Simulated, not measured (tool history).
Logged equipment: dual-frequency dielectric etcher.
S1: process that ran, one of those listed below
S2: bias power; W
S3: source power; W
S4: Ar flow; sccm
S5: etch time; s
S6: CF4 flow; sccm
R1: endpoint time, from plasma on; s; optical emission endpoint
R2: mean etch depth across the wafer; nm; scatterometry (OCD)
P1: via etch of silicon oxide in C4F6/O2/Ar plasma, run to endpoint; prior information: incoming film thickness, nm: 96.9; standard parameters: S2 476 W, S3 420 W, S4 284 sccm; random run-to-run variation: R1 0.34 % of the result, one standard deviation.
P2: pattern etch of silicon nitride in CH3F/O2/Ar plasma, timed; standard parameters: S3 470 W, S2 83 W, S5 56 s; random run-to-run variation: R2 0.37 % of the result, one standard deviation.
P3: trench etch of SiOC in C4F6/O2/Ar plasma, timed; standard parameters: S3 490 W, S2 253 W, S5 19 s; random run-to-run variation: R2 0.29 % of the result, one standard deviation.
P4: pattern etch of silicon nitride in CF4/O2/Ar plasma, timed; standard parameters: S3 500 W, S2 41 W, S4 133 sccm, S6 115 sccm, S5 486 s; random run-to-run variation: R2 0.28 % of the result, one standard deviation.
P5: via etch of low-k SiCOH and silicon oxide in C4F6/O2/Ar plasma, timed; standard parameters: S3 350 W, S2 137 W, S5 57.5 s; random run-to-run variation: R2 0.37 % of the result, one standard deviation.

run	day	S1	S2	S3	S4	S5	S6	R1	R2
1	0.367	P1	476	420	284			21.027	
2	0.562	P1	476	420	284			21.05	
3	0.929	P5	137	350		71.5			158.7
# day 0.983: Ar flow controller replaced
4	1.283	P1	570	420	284			19.637	
5	1.646	P2	83	630		56			47.644
6	1.962	P1	476	270	284			24.82	
7	2.204	P4	41	500	133	486	115		833.53
8	2.392	P4	41	500	133	267.5	115		457.8
9	2.704	P5	137	350		57.5			127.75
10	3.067	P1	476	420	349			21.597	
11	3.329	P4	27	500	133	486	115		721.21
12	3.546	P1	476	420	179			20.099	
13	3.733	P1	646	420	395			19.534	
14	3.929	P5	96	350		57.5			114.89
15	4.258	P1	476	420	284			21.107	
16	4.575	P1	476	420	284			21.124	
17	4.779	P2	117	470		56			48.478
18	5.029	P1	350	420	284			23.527	
19	5.375	P4	41	500	133	486	154		865.19
20	5.592	P5	137	240		57.5			109.25
21	5.821	P2	83	470		56			42.666
22	6.092	P4	41	500	133	486	115		832.21
23	6.367	P2	83	470		56			42.681
24	6.671	P1	476	570	284			18.741	
25	7.021	P3	253	490		19			47.419
26	7.338	P3	152	490		19			40.003
27	7.612	P3	253	490		12.5			30.94
28	7.929	P4	41	320	133	486	115		565.67
29	8.238	P4	41	500	98	486	115		870.32
30	8.517	P3	253	330		19			40.627
31	8.862	P2	83	470		84			64.326
32	9.121	P1	476	420	284			21.091	
33	9.4	P1	476	420	284			20.959	
34	9.754	P1	476	420	284			20.921	
# day 10.017: Ar flow controller replaced
# day 10.021: wet clean of the chamber
35	10.1	P1	476	420	284			20.709	
36	10.325	P1	476	420	284			20.712	
37	10.55	P1	476	420	284			20.85	
38	10.775	P1	476	420	284			20.744	
39	11.017	P1	476	420	284			20.669	
40	11.292	P1	476	420	284			20.753	
41	11.458	P1	476	420	284			20.733	

P1 has crept away from where it was. The log is fitted equally well by each of these 2 causes, at the sizes shown:
A: source power that arrives over what is set, % = 4.77
B: bias power that arrives over what is set, % = 4.75
Creep in the process output first set in at about day 9.121.
The rest of the possible causes, and what rules out each one:
chamber walls in a state that raises the etch rate, %: was serviced at day 10.021, once the creep was under way, yet the earlier output never came back
Ar flow that arrives under what is set, %: was serviced at day 10.017, once the creep was under way, yet the earlier output never came back

Listed below are the offered check runs, one wafer per run, with question marks in place of results. For which of them would the causes give clearly different outcomes?
check 1	11.625	P2	116	570		56			?
check 2	11.625	P3	198	340		19			?
check 3	11.625	P4	32	500	133	486	115		?
check 4	11.625	P5	115	240		57.5			?

Check results expected under each cause:
check	result	if A	if B
check 1	R2	52.797	52.79
check 2	R2	38.456	38.35
check 3	R2	795.3	775.66
check 4	R2	105.99	105.5
Per-check spread between the two closest causes, in the result where they differ most: check 1 0.02 %; check 2 0.27 %; check 3 2.5 %; check 4 0.46 %
Check 3 distinguishes between the causes, while the remaining checks would return nearly the same result for all of them.

Here is what check 3 returned: R2 775.09 nm. Which cause is it?

It is B: bias power that arrives over what is set, %.
